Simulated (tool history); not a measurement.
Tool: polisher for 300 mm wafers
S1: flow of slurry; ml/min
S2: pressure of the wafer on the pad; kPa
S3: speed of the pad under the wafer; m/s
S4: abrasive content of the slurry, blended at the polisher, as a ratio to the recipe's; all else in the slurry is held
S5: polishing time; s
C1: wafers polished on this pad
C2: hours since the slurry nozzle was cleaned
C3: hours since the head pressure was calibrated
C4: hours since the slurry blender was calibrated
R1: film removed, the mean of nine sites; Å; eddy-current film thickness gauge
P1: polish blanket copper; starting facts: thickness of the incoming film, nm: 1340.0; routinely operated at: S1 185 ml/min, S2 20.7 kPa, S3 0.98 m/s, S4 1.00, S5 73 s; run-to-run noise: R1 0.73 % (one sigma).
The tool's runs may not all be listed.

Run 1, day 0.533: S1 185 ml/min, S2 20.7 kPa, S3 0.98 m/s, S4 1.00, S5 73 s; C1 990; C2 293.2; C3 391.2; C4 325.3. Result: R1 2199.3 Å.
Run 2, day 1.000: S1 185 ml/min, S2 20.7 kPa, S3 0.98 m/s, S4 1.00, S5 73 s; C1 1138; C2 304.4; C3 402.4; C4 336.5. Result: R1 2219.2 Å.
Run 3, day 1.654: S1 185 ml/min, S2 20.7 kPa, S3 0.98 m/s, S4 1.20, S5 73 s; C1 1344; C2 320.1; C3 418.1; C4 352.2. Result: R1 2300.4 Å.
Run 4, day 2.133: S1 240 ml/min, S2 20.7 kPa, S3 0.98 m/s, S4 1.00, S5 73 s; C1 1496; C2 331.6; C3 429.6; C4 363.7. Result: R1 2312.3 Å.
Run 5, day 2.621: S1 185 ml/min, S2 20.7 kPa, S3 0.98 m/s, S4 1.00, S5 73 s; C1 1650; C2 343.3; C3 441.3; C4 375.4. Result: R1 2228.1 Å.
Run 6, day 3.146: S1 185 ml/min, S2 20.7 kPa, S3 0.98 m/s, S4 0.65, S5 73 s; C1 1815; C2 355.9; C3 453.9; C4 388.0. Result: R1 2040.2 Å.
Run 7, day 3.921: S1 185 ml/min, S2 20.7 kPa, S3 0.64 m/s, S4 1.00, S5 73 s; C1 2060; C2 374.5; C3 472.5; C4 406.6. Result: R1 1450.8 Å.
Run 8, day 4.296: S1 185 ml/min, S2 20.7 kPa, S3 0.98 m/s, S4 1.00, S5 73 s; C1 2179; C2 383.5; C3 481.5; C4 415.6. Result: R1 2232.1 Å.
Run 9, day 5.033: S1 185 ml/min, S2 20.7 kPa, S3 0.98 m/s, S4 0.80, S5 98 s; C1 2412; C2 401.2; C3 499.2; C4 433.3. Result: R1 2843.3 Å.
At day 5.504: slurry blender recalibrated.
Run 10, day 5.629: S1 185 ml/min, S2 9.7 kPa, S3 0.98 m/s, S4 1.00, S5 73 s; C1 2600; C2 415.5; C3 513.5; C4 3.0. Result: R1 1045.4 Å.
Run 11, day 6.333: S1 185 ml/min, S2 20.7 kPa, S3 1.52 m/s, S4 1.00, S5 73 s; C1 2823; C2 432.4; C3 530.4; C4 19.9. Result: R1 3472.6 Å.
Run 12, day 6.708: S1 110 ml/min, S2 20.7 kPa, S3 0.98 m/s, S4 1.00, S5 73 s; C1 2941; C2 441.4; C3 539.4; C4 28.9. Result: R1 2001.1 Å.
Run 13, day 7.404: S1 185 ml/min, S2 28.3 kPa, S3 0.98 m/s, S4 1.00, S5 73 s; C1 3161; C2 458.1; C3 556.1; C4 45.6. Result: R1 3042.7 Å.
Run 14, day 7.858: S1 185 ml/min, S2 20.7 kPa, S3 0.98 m/s, S4 1.00, S5 33 s; C1 3304; C2 469.0; C3 567.0; C4 56.5. Result: R1 1008.0 Å.
Run 15, day 8.329: S1 185 ml/min, S2 20.7 kPa, S3 0.98 m/s, S4 1.00, S5 94 s; C1 3453; C2 480.3; C3 578.3; C4 67.8. Result: R1 2869.0 Å.
Run 16, day 8.754: S1 185 ml/min, S2 20.7 kPa, S3 0.98 m/s, S4 1.00, S5 73 s; C1 3587; C2 490.5; C3 588.5; C4 78.0. Result: R1 2197.7 Å.
Run 17, day 9.108: S1 185 ml/min, S2 20.7 kPa, S3 0.98 m/s, S4 1.00, S5 73 s; C1 3699; C2 499.0; C3 597.0; C4 86.5. Result: R1 2191.2 Å.
Run 18, day 9.608: S1 185 ml/min, S2 20.7 kPa, S3 0.98 m/s, S4 1.00, S5 73 s; C1 3857; C2 511.0; C3 609.0; C4 98.5. Result: R1 2151.7 Å.
Run 19, day 10.004: S1 185 ml/min, S2 20.7 kPa, S3 0.98 m/s, S4 1.00, S5 73 s; C1 3982; C2 520.5; C3 618.5; C4 108.0. Result: R1 2158.8 Å.
Run 20, day 10.500: S1 185 ml/min, S2 20.7 kPa, S3 0.98 m/s, S4 1.00, S5 73 s; C1 4139; C2 532.4; C3 630.4; C4 119.9. Result: R1 2134.0 Å.
Run 21, day 11.183: S1 185 ml/min, S2 20.7 kPa, S3 0.98 m/s, S4 1.00, S5 73 s; C1 4355; C2 548.8; C3 646.8; C4 136.3. Result: R1 2121.9 Å.
Run 22, day 11.912: S1 185 ml/min, S2 20.7 kPa, S3 0.98 m/s, S4 1.00, S5 73 s; C1 4585; C2 566.3; C3 664.3; C4 153.8. Result: R1 2133.5 Å.
At day 12.275: head pressure recalibrated.
At day 12.612: worn pad replaced by a new one.
Run 23, day 12.692: S1 185 ml/min, S2 20.7 kPa, S3 0.98 m/s, S4 1.00, S5 73 s; C1 25; C2 585.0; C3 10.0; C4 172.5. Result: R1 2094.5 Å.
Run 24, day 13.079: S1 185 ml/min, S2 20.7 kPa, S3 0.98 m/s, S4 1.00, S5 73 s; C1 147; C2 594.3; C3 19.3; C4 181.8. Result: R1 2100.8 Å.
Run 25, day 13.800: S1 185 ml/min, S2 20.7 kPa, S3 0.98 m/s, S4 1.00, S5 73 s; C1 375; C2 611.6; C3 36.6; C4 199.1. Result: R1 2102.9 Å.

Forecast run 26:
Run 26, day 14.179: S1 185 ml/min, S2 20.7 kPa, S3 0.98 m/s, S4 1.00, S5 73 s; C1 495; C2 620.7; C3 45.7; C4 208.2. Result: R1 ?.

{"run 26": {"R1": 2092.5}}
